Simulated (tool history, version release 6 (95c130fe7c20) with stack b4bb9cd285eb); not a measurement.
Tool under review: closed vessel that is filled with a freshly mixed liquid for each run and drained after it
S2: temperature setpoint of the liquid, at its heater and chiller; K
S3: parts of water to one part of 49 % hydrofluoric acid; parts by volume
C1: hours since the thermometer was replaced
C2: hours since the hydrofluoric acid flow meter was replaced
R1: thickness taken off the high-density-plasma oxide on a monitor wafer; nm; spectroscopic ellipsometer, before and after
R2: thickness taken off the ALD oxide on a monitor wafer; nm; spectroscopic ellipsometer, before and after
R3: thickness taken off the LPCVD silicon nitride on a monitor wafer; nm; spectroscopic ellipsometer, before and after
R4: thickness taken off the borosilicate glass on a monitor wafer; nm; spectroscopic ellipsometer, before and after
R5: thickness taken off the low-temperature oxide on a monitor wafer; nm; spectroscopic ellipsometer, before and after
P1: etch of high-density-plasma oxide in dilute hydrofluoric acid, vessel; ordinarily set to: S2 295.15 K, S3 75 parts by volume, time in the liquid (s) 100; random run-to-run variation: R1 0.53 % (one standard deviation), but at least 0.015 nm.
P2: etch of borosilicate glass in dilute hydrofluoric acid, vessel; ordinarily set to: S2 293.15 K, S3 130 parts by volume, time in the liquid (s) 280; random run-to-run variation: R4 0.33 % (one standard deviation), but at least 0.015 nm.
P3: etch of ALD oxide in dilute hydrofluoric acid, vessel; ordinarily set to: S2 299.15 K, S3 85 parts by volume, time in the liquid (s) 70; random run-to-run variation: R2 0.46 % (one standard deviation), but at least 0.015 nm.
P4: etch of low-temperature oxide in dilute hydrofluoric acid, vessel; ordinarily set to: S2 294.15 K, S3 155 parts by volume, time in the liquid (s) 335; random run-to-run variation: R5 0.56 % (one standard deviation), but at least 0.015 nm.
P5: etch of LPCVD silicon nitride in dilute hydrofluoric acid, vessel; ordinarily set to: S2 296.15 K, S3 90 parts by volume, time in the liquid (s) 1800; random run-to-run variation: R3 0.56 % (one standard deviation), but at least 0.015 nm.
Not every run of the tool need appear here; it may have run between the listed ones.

Run 1, day 0.158: process that ran P1, S2 295.15 K, S3 75 parts by volume, time in the liquid (s) 100; C1 931.3; C2 621.8. Result: R1 6.5384 nm.
Run 2, day 0.279: process that ran P3, S2 293.65 K, S3 85 parts by volume, time in the liquid (s) 70; C1 934.2; C2 624.7. Result: R2 23.242 nm.
Run 3, day 0.471: process that ran P5, S2 290.15 K, S3 90 parts by volume, time in the liquid (s) 1800; C1 938.8; C2 629.3. Result: R3 6.5376 nm.
Run 4, day 0.692: process that ran P2, S2 293.15 K, S3 130 parts by volume, time in the liquid (s) 280; C1 944.1; C2 634.6. Result: R4 44.692 nm.
Run 5, day 0.862: process that ran P4, S2 294.15 K, S3 155 parts by volume, time in the liquid (s) 335; C1 948.2; C2 638.7. Result: R5 19.192 nm.
Run 6, day 1.000: process that ran P2, S2 290.15 K, S3 130 parts by volume, time in the liquid (s) 280; C1 951.5; C2 642.0. Result: R4 39.480 nm.
Run 7, day 1.125: process that ran P5, S2 296.15 K, S3 90 parts by volume, time in the liquid (s) 1800; C1 954.5; C2 645.0. Result: R3 9.6962 nm.
Run 8, day 1.288: process that ran P1, S2 295.15 K, S3 75 parts by volume, time in the liquid (s) 195; C1 958.4; C2 648.9. Result: R1 12.6620 nm.
Run 9, day 1.504: process that ran P5, S2 296.15 K, S3 20 parts by volume, time in the liquid (s) 1800; C1 963.6; C2 654.1. Result: R3 41.9620 nm.
Run 10, day 1.738: process that ran P4, S2 294.15 K, S3 280 parts by volume, time in the liquid (s) 335; C1 969.2; C2 659.7. Result: R5 9.302 nm.
Run 11, day 1.921: process that ran P5, S2 296.15 K, S3 90 parts by volume, time in the liquid (s) 1800; C1 973.6; C2 664.1. Result: R3 9.8391 nm.
At day 2.083: hydrofluoric acid flow meter replaced.
Run 12, day 2.121: process that ran P2, S2 293.15 K, S3 35 parts by volume, time in the liquid (s) 280; C1 978.4; C2 1.0. Result: R4 185.100 nm.
Run 13, day 2.312: process that ran P1, S2 295.15 K, S3 125 parts by volume, time in the liquid (s) 55; C1 983.0; C2 5.6. Result: R1 2.0355 nm.
Run 14, day 2.554: process that ran P1, S2 295.15 K, S3 75 parts by volume, time in the liquid (s) 100; C1 988.8; C2 11.4. Result: R1 6.5430 nm.
Run 15, day 2.667: process that ran P1, S2 290.15 K, S3 75 parts by volume, time in the liquid (s) 100; C1 991.5; C2 14.1. Result: R1 5.2458 nm.
Run 16, day 2.858: process that ran P1, S2 295.15 K, S3 35 parts by volume, time in the liquid (s) 170; C1 996.1; C2 18.7. Result: R1 24.7360 nm.
Run 17, day 2.971: process that ran P1, S2 295.15 K, S3 75 parts by volume, time in the liquid (s) 35; C1 998.8; C2 21.4. Result: R1 2.2823 nm.
Run 18, day 3.183: process that ran P4, S2 294.15 K, S3 155 parts by volume, time in the liquid (s) 575; C1 1003.9; C2 26.5. Result: R5 32.981 nm.
Run 19, day 3.296: process that ran P5, S2 296.15 K, S3 90 parts by volume, time in the liquid (s) 3175; C1 1006.6; C2 29.2. Result: R3 17.1220 nm.
Run 20, day 3.433: process that ran P1, S2 295.15 K, S3 20 parts by volume, time in the liquid (s) 100; C1 1009.9; C2 32.5. Result: R1 26.3470 nm.
Run 21, day 3.608: process that ran P4, S2 290.15 K, S3 155 parts by volume, time in the liquid (s) 335; C1 1014.1; C2 36.7. Result: R5 16.144 nm.
Run 22, day 3.775: process that ran P3, S2 299.15 K, S3 85 parts by volume, time in the liquid (s) 30; C1 1018.1; C2 40.7. Result: R2 12.496 nm.
Run 23, day 4.004: process that ran P3, S2 299.15 K, S3 130 parts by volume, time in the liquid (s) 70; C1 1023.6; C2 46.2. Result: R2 18.035 nm.
Run 24, day 4.171: process that ran P1, S2 295.15 K, S3 75 parts by volume, time in the liquid (s) 100; C1 1027.6; C2 50.2. Result: R1 6.4637 nm.
Run 25, day 4.312: process that ran P1, S2 295.15 K, S3 75 parts by volume, time in the liquid (s) 100; C1 1031.0; C2 53.6. Result: R1 6.5478 nm.
Run 26, day 4.488: process that ran P1, S2 295.15 K, S3 140 parts by volume, time in the liquid (s) 100; C1 1035.2; C2 57.8. Result: R1 3.2602 nm.
Run 27, day 4.621: process that ran P2, S2 293.15 K, S3 130 parts by volume, time in the liquid (s) 525; C1 1038.4; C2 61.0. Result: R4 83.878 nm.
Run 28, day 4.850: process that ran P1, S2 299.15 K, S3 75 parts by volume, time in the liquid (s) 100; C1 1043.9; C2 66.5. Result: R1 7.7268 nm.
Run 29, day 5.054: process that ran P1, S2 295.15 K, S3 75 parts by volume, time in the liquid (s) 100; C1 1048.8; C2 71.4. Result: R1 6.5391 nm.
Run 30, day 5.292: process that ran P3, S2 299.15 K, S3 85 parts by volume, time in the liquid (s) 70; C1 1054.5; C2 77.1. Result: R2 29.058 nm.
Run 31, day 5.496: process that ran P3, S2 299.15 K, S3 85 parts by volume, time in the liquid (s) 70; C1 1059.4; C2 82.0. Result: R2 28.832 nm.
Run 32, day 5.608: process that ran P1, S2 295.15 K, S3 75 parts by volume, time in the liquid (s) 100; C1 1062.1; C2 84.7. Result: R1 6.5280 nm.
Run 33, day 5.779: process that ran P1, S2 295.15 K, S3 75 parts by volume, time in the liquid (s) 100; C1 1066.2; C2 88.8. Result: R1 6.8073 nm.
Run 34, day 5.896: process that ran P1, S2 295.15 K, S3 75 parts by volume, time in the liquid (s) 100; C1 1069.0; C2 91.6. Result: R1 6.8103 nm.
Run 35, day 6.062: process that ran P1, S2 295.15 K, S3 75 parts by volume, time in the liquid (s) 100; C1 1073.0; C2 95.6. Result: R1 6.9802 nm.
Run 36, day 6.283: process that ran P1, S2 295.15 K, S3 75 parts by volume, time in the liquid (s) 100; C1 1078.3; C2 100.9. Result: R1 7.0270 nm.
Run 37, day 6.475: process that ran P1, S2 295.15 K, S3 75 parts by volume, time in the liquid (s) 100; C1 1082.9; C2 105.5. Result: R1 7.0939 nm.
Run 38, day 6.712: process that ran P1, S2 295.15 K, S3 75 parts by volume, time in the liquid (s) 100; C1 1088.6; C2 111.2. Result: R1 7.1192 nm.
Run 39, day 6.942: process that ran P1, S2 295.15 K, S3 75 parts by volume, time in the liquid (s) 100; C1 1094.1; C2 116.7. Result: R1 7.2231 nm.
Run 40, day 7.075: process that ran P1, S2 295.15 K, S3 75 parts by volume, time in the liquid (s) 100; C1 1097.3; C2 119.9. Result: R1 7.2184 nm.
Run 41, day 7.283: process that ran P1, S2 295.15 K, S3 75 parts by volume, time in the liquid (s) 100; C1 1102.3; C2 124.9. Result: R1 7.1776 nm.
Run 42, day 7.425: process that ran P1, S2 295.15 K, S3 75 parts by volume, time in the liquid (s) 100; C1 1105.7; C2 128.3. Result: R1 7.2261 nm.

The output of P1 has drifted from where it used to be. Each of the 2 causes below, taken at the size shown beside it, accounts for the log equally well:
A: hydrofluoric acid flow above the setpoint (%) = 9.37
B: liquid hotter than its thermometer reads (K) = 2.4
The onset of the drift is placed at about day 5.608.

Of the 4 check runs listed below, each run on one wafer and each result written as a question mark, which would let you distinguish the listed causes because they would give clearly different results?
Run check 1, day 7.567: process that ran P4, S2 290.15 K, S3 215 parts by volume, time in the liquid (s) 335. Result: R5 ?.
Run check 2, day 7.567: process that ran P3, S2 295.15 K, S3 85 parts by volume, time in the liquid (s) 70. Result: R2 ?.
Run check 3, day 7.567: process that ran P5, S2 296.15 K, S3 90 parts by volume, time in the liquid (s) 3010. Result: R3 ?.
Run check 4, day 7.567: process that ran P2, S2 293.15 K, S3 70 parts by volume, time in the liquid (s) 505. Result: R4 ?.

Expected result of each check under each candidate cause:
  check  result     if A     if B
check 1      R5   12.309   12.154
check 2      R2   27.345   27.304
check 3      R3  17.8020  19.1030
check 4      R4  176.090  176.600
Per check, the gap between the least separated pair of causes, taken in the result that splits them most: check 1 1.26 %; check 2 0.15 %; check 3 7.05 %; check 4 0.29 %
Only check 3 tells the causes apart: in the others they would give nearly the same result.

Here is what check 3 returned: R3 18.9900 nm. Which cause is it?

The cause is B: liquid hotter than its thermometer reads (K).
